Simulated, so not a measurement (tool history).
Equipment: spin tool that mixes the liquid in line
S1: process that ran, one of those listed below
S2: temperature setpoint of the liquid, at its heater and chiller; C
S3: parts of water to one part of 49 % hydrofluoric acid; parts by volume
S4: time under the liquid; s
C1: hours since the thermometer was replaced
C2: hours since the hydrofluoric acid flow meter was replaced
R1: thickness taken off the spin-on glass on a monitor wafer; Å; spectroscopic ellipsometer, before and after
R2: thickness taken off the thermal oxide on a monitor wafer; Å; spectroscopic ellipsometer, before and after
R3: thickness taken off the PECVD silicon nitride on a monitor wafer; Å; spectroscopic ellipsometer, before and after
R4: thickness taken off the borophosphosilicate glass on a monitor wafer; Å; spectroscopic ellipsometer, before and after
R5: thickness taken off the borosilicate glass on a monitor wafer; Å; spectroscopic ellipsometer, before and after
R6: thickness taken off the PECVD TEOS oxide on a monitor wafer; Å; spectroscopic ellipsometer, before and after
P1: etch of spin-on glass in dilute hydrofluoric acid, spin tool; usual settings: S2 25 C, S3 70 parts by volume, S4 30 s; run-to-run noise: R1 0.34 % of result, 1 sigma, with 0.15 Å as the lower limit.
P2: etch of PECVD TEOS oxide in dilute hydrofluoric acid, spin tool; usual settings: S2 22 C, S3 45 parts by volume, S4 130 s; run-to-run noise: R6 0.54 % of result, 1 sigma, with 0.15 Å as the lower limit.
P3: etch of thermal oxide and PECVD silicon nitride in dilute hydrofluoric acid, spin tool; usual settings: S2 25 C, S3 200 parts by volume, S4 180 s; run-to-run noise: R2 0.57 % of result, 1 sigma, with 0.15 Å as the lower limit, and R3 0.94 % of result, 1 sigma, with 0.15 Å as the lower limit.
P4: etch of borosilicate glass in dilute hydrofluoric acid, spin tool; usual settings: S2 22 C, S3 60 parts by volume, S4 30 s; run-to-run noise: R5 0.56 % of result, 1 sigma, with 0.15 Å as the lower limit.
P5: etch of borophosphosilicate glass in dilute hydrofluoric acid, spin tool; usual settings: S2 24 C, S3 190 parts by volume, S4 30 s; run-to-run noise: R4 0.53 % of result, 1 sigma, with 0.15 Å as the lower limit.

{"run": 1, "hour": 16.4, "S1": "P1", "S2": 25, "S3": 70, "S4": 30, "C1": 339.9, "C2": 103.6, "R1": 159.68}
{"run": 2, "hour": 29.4, "S1": "P3", "S2": 17, "S3": 200, "S4": 180, "C1": 352.9, "C2": 116.6, "R2": 28.012, "R3": 15.263}
{"run": 3, "hour": 37.3, "S1": "P5", "S2": 24, "S3": 65, "S4": 30, "C1": 360.8, "C2": 124.5, "R4": 128.95}
{"run": 4, "hour": 53.7, "S1": "P4", "S2": 22, "S3": 60, "S4": 30, "C1": 377.2, "C2": 140.9, "R5": 109.18}
{"run": 5, "hour": 63.0, "S1": "P1", "S2": 29.5, "S3": 110, "S4": 30, "C1": 386.5, "C2": 150.2, "R1": 114.44}
{"run": 6, "hour": 74.2, "S1": "P5", "S2": 29.5, "S3": 190, "S4": 30, "C1": 397.7, "C2": 161.4, "R4": 46.549}
{"run": 7, "hour": 86.4, "S1": "P1", "S2": 20, "S3": 40, "S4": 30, "C1": 409.9, "C2": 173.6, "R1": 234.92}
{"run": 8, "hour": 102.7, "S1": "P5", "S2": 24, "S3": 190, "S4": 30, "C1": 426.2, "C2": 189.9, "R4": 38.14}
{"hour": 115.1, "done": "thermometer replaced"}
{"run": 9, "hour": 115.2, "S1": "P2", "S2": 28, "S3": 45, "S4": 130, "C1": 0.1, "C2": 202.4, "R6": 408.5}
{"run": 10, "hour": 130.6, "S1": "P3", "S2": 25, "S3": 200, "S4": 65, "C1": 15.5, "C2": 217.8, "R2": 13.559, "R3": 9.3248}
{"run": 11, "hour": 139.2, "S1": "P4", "S2": 30.5, "S3": 60, "S4": 30, "C1": 24.1, "C2": 226.4, "R5": 152.21}
{"run": 12, "hour": 148.8, "S1": "P2", "S2": 22, "S3": 80, "S4": 130, "C1": 33.7, "C2": 236, "R6": 172.16}
{"run": 13, "hour": 162.8, "S1": "P4", "S2": 22, "S3": 60, "S4": 50, "C1": 47.7, "C2": 250, "R5": 183.81}
{"run": 14, "hour": 170.4, "S1": "P1", "S2": 17.5, "S3": 70, "S4": 30, "C1": 55.3, "C2": 257.6, "R1": 116.61}
{"run": 15, "hour": 186.9, "S1": "P3", "S2": 25, "S3": 200, "S4": 180, "C1": 71.8, "C2": 274.1, "R2": 38.371, "R3": 26.069}
{"run": 16, "hour": 197.0, "S1": "P1", "S2": 25, "S3": 40, "S4": 30, "C1": 81.9, "C2": 284.2, "R1": 288.47}
{"run": 17, "hour": 208.9, "S1": "P2", "S2": 22, "S3": 45, "S4": 130, "C1": 93.8, "C2": 296.1, "R6": 318.23}
{"run": 18, "hour": 224.3, "S1": "P5", "S2": 24, "S3": 190, "S4": 15, "C1": 109.2, "C2": 311.5, "R4": 18.77}
{"run": 19, "hour": 236.1, "S1": "P1", "S2": 25, "S3": 70, "S4": 30, "C1": 121, "C2": 323.3, "R1": 157.91}
{"run": 20, "hour": 247.1, "S1": "P3", "S2": 25, "S3": 335, "S4": 180, "C1": 132, "C2": 334.3, "R2": 19.666, "R3": 15.351}
{"run": 21, "hour": 258.3, "S1": "P1", "S2": 25, "S3": 70, "S4": 30, "C1": 143.2, "C2": 345.5, "R1": 158.08}
{"run": 22, "hour": 268.2, "S1": "P1", "S2": 30.5, "S3": 70, "S4": 30, "C1": 153.1, "C2": 355.4, "R1": 197.19}
{"run": 23, "hour": 278.8, "S1": "P1", "S2": 25, "S3": 70, "S4": 15, "C1": 163.7, "C2": 366, "R1": 79.227}
{"run": 24, "hour": 295.9, "S1": "P2", "S2": 22, "S3": 45, "S4": 130, "C1": 180.8, "C2": 383.1, "R6": 318.87}
{"run": 25, "hour": 307.1, "S1": "P2", "S2": 22, "S3": 45, "S4": 225, "C1": 192, "C2": 394.3, "R6": 548.08}
{"run": 26, "hour": 322.6, "S1": "P3", "S2": 25, "S3": 200, "S4": 180, "C1": 207.5, "C2": 409.8, "R2": 37.249, "R3": 25.908}
{"run": 27, "hour": 333.9, "S1": "P1", "S2": 19.5, "S3": 100, "S4": 30, "C1": 218.8, "C2": 421.1, "R1": 85.624}
{"run": 28, "hour": 341.4, "S1": "P1", "S2": 25, "S3": 70, "S4": 30, "C1": 226.3, "C2": 428.6, "R1": 158.79}
{"run": 29, "hour": 357.5, "S1": "P1", "S2": 25, "S3": 70, "S4": 50, "C1": 242.4, "C2": 444.7, "R1": 264.06}
{"run": 30, "hour": 369.0, "S1": "P1", "S2": 25, "S3": 100, "S4": 30, "C1": 253.9, "C2": 456.2, "R1": 106.54}
{"run": 31, "hour": 385.6, "S1": "P4", "S2": 22, "S3": 90, "S4": 30, "C1": 270.5, "C2": 472.8, "R5": 70.357}
{"run": 32, "hour": 398.2, "S1": "P1", "S2": 25, "S3": 70, "S4": 30, "C1": 283.1, "C2": 485.4, "R1": 159.59}
{"run": 33, "hour": 412.7, "S1": "P1", "S2": 25, "S3": 70, "S4": 30, "C1": 297.6, "C2": 499.9, "R1": 159.16}
{"run": 34, "hour": 424.9, "S1": "P1", "S2": 25, "S3": 70, "S4": 30, "C1": 309.8, "C2": 512.1, "R1": 158.31}
{"run": 35, "hour": 438.1, "S1": "P1", "S2": 25, "S3": 70, "S4": 30, "C1": 323, "C2": 525.3, "R1": 154.19}
{"run": 36, "hour": 453.5, "S1": "P1", "S2": 25, "S3": 70, "S4": 30, "C1": 338.4, "C2": 540.7, "R1": 150.95}
{"run": 37, "hour": 468.1, "S1": "P1", "S2": 25, "S3": 70, "S4": 30, "C1": 353, "C2": 555.3, "R1": 148.32}
{"run": 38, "hour": 484.2, "S1": "P1", "S2": 25, "S3": 70, "S4": 30, "C1": 369.1, "C2": 571.4, "R1": 146}
{"run": 39, "hour": 493.7, "S1": "P1", "S2": 25, "S3": 70, "S4": 30, "C1": 378.6, "C2": 580.9, "R1": 146.16}
{"run": 40, "hour": 509.4, "S1": "P1", "S2": 25, "S3": 70, "S4": 30, "C1": 394.3, "C2": 596.6, "R1": 145.02}
{"run": 41, "hour": 523.7, "S1": "P1", "S2": 25, "S3": 70, "S4": 30, "C1": 408.6, "C2": 610.9, "R1": 144.71}
{"run": 42, "hour": 536.9, "S1": "P1", "S2": 25, "S3": 70, "S4": 30, "C1": 421.8, "C2": 624.1, "R1": 143.68}
{"run": 43, "hour": 553.7, "S1": "P1", "S2": 25, "S3": 70, "S4": 30, "C1": 438.6, "C2": 640.9, "R1": 144.42}
{"run": 44, "hour": 565.6, "S1": "P1", "S2": 25, "S3": 70, "S4": 30, "C1": 450.5, "C2": 652.8, "R1": 143.76}

Something has made what P1 gives creep away from where it was; the 2 causes below, each at its own stated size, fit the log equally well:
A: liquid colder than its thermometer reads (K) = 2.41
B: hydrofluoric acid flow below the setpoint (%) = 8.52
The process output started creeping at around hour 424.9.

Consider the 4 check runs below, whose results appear as question marks and each of which averages 5 wafers. Which one distinguishes the causes, in that each cause would give it a clearly different result?
{"run": "check 1", "hour": 577.5, "S1": "P4", "S2": 30, "S3": 60, "S4": 45, "R5": "?"}
{"run": "check 2", "hour": 577.5, "S1": "P2", "S2": 22, "S3": 75, "S4": 130, "R6": "?"}
{"run": "check 3", "hour": 577.5, "S1": "P5", "S2": 24, "S3": 80, "S4": 15, "R4": "?"}
{"run": "check 4", "hour": 577.5, "S1": "P3", "S2": 17.5, "S3": 200, "S4": 90, "R2": "?", "R3": "?"}

How each check would come out, cause by cause:
check=check_1 result=R5 if_A=205.72 if_B=205.13
check=check_2 result=R6 if_A=166.67 if_B=167.07
check=check_3 result=R4 if_A=46.491 if_B=46.467
check=check_4 result=R2 if_A=12.865 if_B=12.746
check=check_4 result=R3 if_A=6.79 if_B=7.342
Gap, in per cent, between the two causes that each check separates least, read from the result that separates them most: check 1 0.29 %; check 2 0.24 %; check 3 0.05 %; check 4 7.82 %
Only check 4 tells the causes apart: in the others they would give nearly the same result.

Check 4 was carried out, with these results: R2 12.756 Å; R3 7.3487 Å. Which of the listed causes is responsible?

The cause is B: hydrofluoric acid flow below the setpoint (%).
